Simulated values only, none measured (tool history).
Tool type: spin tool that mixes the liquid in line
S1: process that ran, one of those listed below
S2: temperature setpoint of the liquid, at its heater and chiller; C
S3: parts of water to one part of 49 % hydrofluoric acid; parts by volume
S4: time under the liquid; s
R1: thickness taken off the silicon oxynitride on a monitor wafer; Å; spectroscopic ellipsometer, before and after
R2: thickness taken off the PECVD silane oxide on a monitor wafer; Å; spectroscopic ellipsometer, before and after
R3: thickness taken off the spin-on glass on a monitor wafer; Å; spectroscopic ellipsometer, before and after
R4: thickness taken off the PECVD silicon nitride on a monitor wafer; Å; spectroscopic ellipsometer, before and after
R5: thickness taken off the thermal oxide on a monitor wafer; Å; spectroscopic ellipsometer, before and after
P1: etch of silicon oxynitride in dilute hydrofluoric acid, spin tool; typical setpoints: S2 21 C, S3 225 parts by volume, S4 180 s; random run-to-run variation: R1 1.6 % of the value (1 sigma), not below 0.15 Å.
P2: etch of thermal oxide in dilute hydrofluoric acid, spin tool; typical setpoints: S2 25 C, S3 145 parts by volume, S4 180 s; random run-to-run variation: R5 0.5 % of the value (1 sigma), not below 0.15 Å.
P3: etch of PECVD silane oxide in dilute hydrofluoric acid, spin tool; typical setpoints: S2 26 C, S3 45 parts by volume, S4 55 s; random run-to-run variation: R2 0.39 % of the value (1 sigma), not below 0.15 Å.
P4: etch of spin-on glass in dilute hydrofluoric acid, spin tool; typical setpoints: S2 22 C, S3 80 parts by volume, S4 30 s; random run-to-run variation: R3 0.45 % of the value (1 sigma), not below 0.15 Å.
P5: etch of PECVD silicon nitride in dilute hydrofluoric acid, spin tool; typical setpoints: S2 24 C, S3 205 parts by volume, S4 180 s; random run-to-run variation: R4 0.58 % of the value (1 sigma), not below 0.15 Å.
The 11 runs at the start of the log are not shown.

run     day  S1    S2   S3   S4      R1      R2      R3      R4      R5
 12   5.433  P1    21  225  180  15.366
 13   5.762  P1    21  225  360  31.867
 14   6.188  P1    21  150  335   48.03
 15    6.65  P1    17  225  180  13.318
 16   7.083  P1    21  225  180  15.955
 17   7.433  P1    21  225  180   15.95
 18   7.792  P1    21  225  180  15.583
 19   8.292  P2    25  145  100                                  33.562
 20   8.775  P2    25  145  180                                  61.541
 21   9.025  P5    24  205  360                          101.73
 22   9.354  P2    25   65  180                                  150.05
 23   9.708  P5    24  325  180                          31.538
 24  10.083  P4    22   80   65                  506.84
 25  10.317  P3    26   45   20          109.56
 26    10.8  P1  25.5  225  180  19.308
     11.008  -- hydrofluoric acid flow meter replaced
 27  11.262  P1    17  225  285  20.605
 28  11.546  P1    21  100  180  39.582

Predict the results of run 29:
 29  11.917  P2  25  145  180                   ?

R5: 61.169 Å

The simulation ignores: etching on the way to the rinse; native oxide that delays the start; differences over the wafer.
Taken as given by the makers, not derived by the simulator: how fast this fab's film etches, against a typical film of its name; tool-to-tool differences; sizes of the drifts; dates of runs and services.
